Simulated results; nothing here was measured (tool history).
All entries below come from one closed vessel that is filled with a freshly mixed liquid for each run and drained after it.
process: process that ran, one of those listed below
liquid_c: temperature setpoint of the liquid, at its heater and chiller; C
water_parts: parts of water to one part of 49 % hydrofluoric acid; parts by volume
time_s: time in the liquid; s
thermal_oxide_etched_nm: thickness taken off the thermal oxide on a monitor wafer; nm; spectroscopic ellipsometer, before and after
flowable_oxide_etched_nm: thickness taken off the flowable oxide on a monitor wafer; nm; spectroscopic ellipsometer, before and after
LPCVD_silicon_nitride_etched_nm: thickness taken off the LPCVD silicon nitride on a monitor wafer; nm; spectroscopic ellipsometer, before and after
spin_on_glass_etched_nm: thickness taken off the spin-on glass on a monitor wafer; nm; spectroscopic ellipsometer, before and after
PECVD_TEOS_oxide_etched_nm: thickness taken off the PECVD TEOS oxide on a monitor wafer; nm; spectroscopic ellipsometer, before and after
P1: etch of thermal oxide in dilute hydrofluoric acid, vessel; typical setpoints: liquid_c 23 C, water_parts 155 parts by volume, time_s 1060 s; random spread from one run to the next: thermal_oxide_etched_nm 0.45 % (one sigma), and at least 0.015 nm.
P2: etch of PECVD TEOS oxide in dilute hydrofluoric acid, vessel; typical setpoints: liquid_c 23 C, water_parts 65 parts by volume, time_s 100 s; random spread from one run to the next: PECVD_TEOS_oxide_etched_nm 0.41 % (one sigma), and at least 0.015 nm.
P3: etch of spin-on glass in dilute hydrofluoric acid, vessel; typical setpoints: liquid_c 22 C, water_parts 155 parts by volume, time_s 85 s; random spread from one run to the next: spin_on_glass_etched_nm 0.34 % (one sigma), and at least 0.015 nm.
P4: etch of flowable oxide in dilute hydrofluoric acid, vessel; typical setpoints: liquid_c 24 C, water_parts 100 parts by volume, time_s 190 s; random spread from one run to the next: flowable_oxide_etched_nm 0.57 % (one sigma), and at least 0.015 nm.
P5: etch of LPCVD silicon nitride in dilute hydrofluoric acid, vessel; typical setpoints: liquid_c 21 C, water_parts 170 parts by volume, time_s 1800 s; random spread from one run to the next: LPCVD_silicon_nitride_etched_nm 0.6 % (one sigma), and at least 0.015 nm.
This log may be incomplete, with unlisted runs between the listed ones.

run	hour	process	liquid_c	water_parts	time_s	hours since the thermometer was replaced	hours since the hydrofluoric acid flow meter was replaced	thermal_oxide_etched_nm	flowable_oxide_etched_nm	LPCVD_silicon_nitride_etched_nm	spin_on_glass_etched_nm	PECVD_TEOS_oxide_etched_nm
1	4.8	P1	23	155	1060	673.9	312.7	30.35				
2	9.4	P4	24	100	350	678.5	317.3		85.391			
3	13.8	P1	23	155	1825	682.9	321.7	51.751				
4	18.9	P5	21	170	1800	688	326.8			5.8141		
5	24.2	P4	24	175	190	693.3	332.1		24.458			
6	28.1	P3	22	155	85	697.2	336				33.568	
7	30.9	P3	22	155	85	700	338.8				33.408	
8	35.5	P2	31.5	65	100	704.6	343.4					41.383
9	39.3	P1	23	155	1060	708.4	347.2	30.108				
# hour 41.2: hydrofluoric acid flow meter replaced
10	42.2	P5	21	170	1800	711.3	1.1			5.7857		
11	46.1	P1	23	215	1060	715.2	5	20.286				
12	50.7	P4	24	100	190	719.8	9.6		46.806			
13	55.2	P1	17.5	155	1060	724.3	14.1	24.39				
14	59.5	P3	28.5	155	85	728.6	18.4				42.822	
15	63.9	P1	23	155	1060	733	22.8	30.252				
16	69.3	P3	22	250	85	738.4	28.2				18.838	
17	72.2	P1	23	155	465	741.3	31.1	13.277				
18	77.1	P5	28	170	1800	746.2	36			9.0084		
19	80.9	P1	23	155	1060	750	39.8	30.089				
20	84.4	P3	22	155	165	753.5	43.3				65.245	
21	87.4	P2	23	30	100	756.5	46.3					66.875
22	90	P4	18	100	190	759.1	48.9		37.149			
23	92.7	P1	23	155	1060	761.8	51.6	30.153				
24	97.7	P2	23	65	100	766.8	56.6					29.352
25	101.7	P1	23	155	1060	770.8	60.6	30.034				
26	106.4	P1	29.5	155	1920	775.5	65.3	69.95				
27	108.9	P5	21	170	3560	778	67.8			11.552		
28	113.2	P1	17	155	1915	782.3	72.1	43.114				
29	117.9	P2	23	65	30	787	76.8					8.9179
30	120.7	P5	21	65	1800	789.8	79.6			14.862		
31	125.6	P1	27.5	155	1060	794.7	84.5	35.849				
32	129.1	P1	23	65	1060	798.2	88	80.467				
33	133.7	P1	23	155	1060	802.8	92.6	30.335				
34	137.1	P1	23	155	1060	806.2	96	30.937				
35	140.3	P1	23	155	1060	809.4	99.2	31.171				
36	143.3	P1	23	155	1060	812.4	102.2	31.416				
37	146	P1	23	155	1060	815.1	104.9	31.673				
38	149.4	P1	23	155	1060	818.5	108.3	31.975				
39	153.3	P1	23	155	1060	822.4	112.2	31.821				
40	156.6	P1	23	155	1060	825.7	115.5	32.117				
41	159.9	P1	23	155	1060	829	118.8	31.994				
42	162.5	P1	23	155	1060	831.6	121.4	32.039				
43	167.5	P1	23	155	1060	836.6	126.4	32.353				

Compared with where it was, what P1 gives has crept away. Each cause listed below fits the log as well as the rest, at the size given for it:
A: liquid hotter than its thermometer reads (K) = 1.55
B: hydrofluoric acid flow above the setpoint (%) = 5.17
Creep in the process output first set in at about hour 133.7.

4 check runs are offered, one wafer each, their results left as question marks. Which one tells the causes apart?
check 1	172.5	P2	27.5	65	40							?
check 2	172.5	P5	21	75	2990					?		
check 3	172.5	P4	24	175	350				?			
check 4	172.5	P3	26.5	155	155						?	

How each check would come out, cause by cause:
check	result	if A	if B
check 1	PECVD_TEOS_oxide_etched_nm	15.113	15.026
check 2	LPCVD_silicon_nitride_etched_nm	23.768	22.478
check 3	flowable_oxide_etched_nm	47.809	47.914
check 4	spin_on_glass_etched_nm	76.824	77.019
Minimum pairwise separation of causes per check, each pair taken at its best-separating result: check 1 0.58 %; check 2 5.58 %; check 3 0.22 %; check 4 0.25 %
Check 2 is the one run that separates the causes; every other check would come out nearly the same whichever cause is at work.

Check 2 has now been run. It gave: LPCVD_silicon_nitride_etched_nm 23.734 nm. Which of the candidate causes is it?

The cause is A: liquid hotter than its thermometer reads (K).
